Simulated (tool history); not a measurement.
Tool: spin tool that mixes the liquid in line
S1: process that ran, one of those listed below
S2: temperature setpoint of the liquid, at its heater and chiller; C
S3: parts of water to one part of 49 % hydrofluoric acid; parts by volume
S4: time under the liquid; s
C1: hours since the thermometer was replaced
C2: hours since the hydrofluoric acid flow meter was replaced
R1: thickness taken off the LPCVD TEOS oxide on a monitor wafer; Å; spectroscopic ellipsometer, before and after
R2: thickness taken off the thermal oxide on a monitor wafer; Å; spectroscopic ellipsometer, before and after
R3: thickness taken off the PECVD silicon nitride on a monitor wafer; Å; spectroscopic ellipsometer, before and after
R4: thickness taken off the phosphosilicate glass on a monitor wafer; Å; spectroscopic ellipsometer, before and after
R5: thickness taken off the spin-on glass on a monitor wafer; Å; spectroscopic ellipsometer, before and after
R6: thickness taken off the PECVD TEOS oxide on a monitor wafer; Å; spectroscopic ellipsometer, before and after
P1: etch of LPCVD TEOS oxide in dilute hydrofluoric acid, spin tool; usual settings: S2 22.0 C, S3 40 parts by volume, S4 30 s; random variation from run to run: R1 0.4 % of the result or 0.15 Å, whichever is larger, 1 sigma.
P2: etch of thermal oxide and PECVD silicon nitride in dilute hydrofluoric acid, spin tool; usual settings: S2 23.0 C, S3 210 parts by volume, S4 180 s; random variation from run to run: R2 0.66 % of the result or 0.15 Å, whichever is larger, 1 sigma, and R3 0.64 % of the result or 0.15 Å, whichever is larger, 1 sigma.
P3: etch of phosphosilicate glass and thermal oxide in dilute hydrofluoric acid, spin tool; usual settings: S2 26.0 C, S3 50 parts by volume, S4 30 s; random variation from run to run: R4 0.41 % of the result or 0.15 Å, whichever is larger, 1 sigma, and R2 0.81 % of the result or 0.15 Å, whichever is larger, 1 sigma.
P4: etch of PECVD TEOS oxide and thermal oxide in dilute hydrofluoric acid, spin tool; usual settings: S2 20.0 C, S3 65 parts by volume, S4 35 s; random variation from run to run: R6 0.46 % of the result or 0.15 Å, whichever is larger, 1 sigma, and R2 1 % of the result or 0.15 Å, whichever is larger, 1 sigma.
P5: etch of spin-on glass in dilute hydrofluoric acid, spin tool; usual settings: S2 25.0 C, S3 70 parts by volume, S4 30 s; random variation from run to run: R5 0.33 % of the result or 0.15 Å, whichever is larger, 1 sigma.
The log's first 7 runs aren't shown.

run,hour,S1,S2,S3,S4,C1,C2,R1,R2,R3,R4,R5,R6
8,77.3,P1,29.5,40,30,676.6,171.1,172.040,,,,,
9,83.4,P1,17.0,40,30,682.7,177.2,101.440,,,,,
10,91.5,P5,25.0,20,30,690.8,185.3,,,,,478.11,
11,102.0,P1,22.0,65,30,701.3,195.8,75.654,,,,,
12,112.8,P1,22.0,40,15,712.1,206.6,63.305,,,,,
13,120.6,P4,20.0,65,65,719.9,214.4,,42.641,,,,170.39
14,132.8,P3,26.0,50,30,732.1,226.6,,31.699,,553.78,,
15,138.8,P1,22.0,40,30,738.1,232.6,125.780,,,,,
16,151.2,P1,22.0,40,30,750.5,245.0,127.170,,,,,
17,162.6,P3,34.0,50,30,761.9,256.4,,43.480,,760.27,,
18,169.4,P2,17.0,210,180,768.7,263.2,,28.251,21.422,,,
19,176.0,P3,26.0,50,50,775.3,269.8,,53.407,,921.62,,
20,188.0,P1,26.5,25,30,787.3,281.8,247.380,,,,,
21,196.2,P3,26.0,25,30,795.5,290.0,,65.035,,1151.90,,
22,203.1,P1,22.0,40,50,802.4,296.9,210.360,,,,,

Run 23 comes next. What will it give?
23,209.3,P5,25.0,70,30,808.6,303.1,,,,,?,

R5: 128.83 Å

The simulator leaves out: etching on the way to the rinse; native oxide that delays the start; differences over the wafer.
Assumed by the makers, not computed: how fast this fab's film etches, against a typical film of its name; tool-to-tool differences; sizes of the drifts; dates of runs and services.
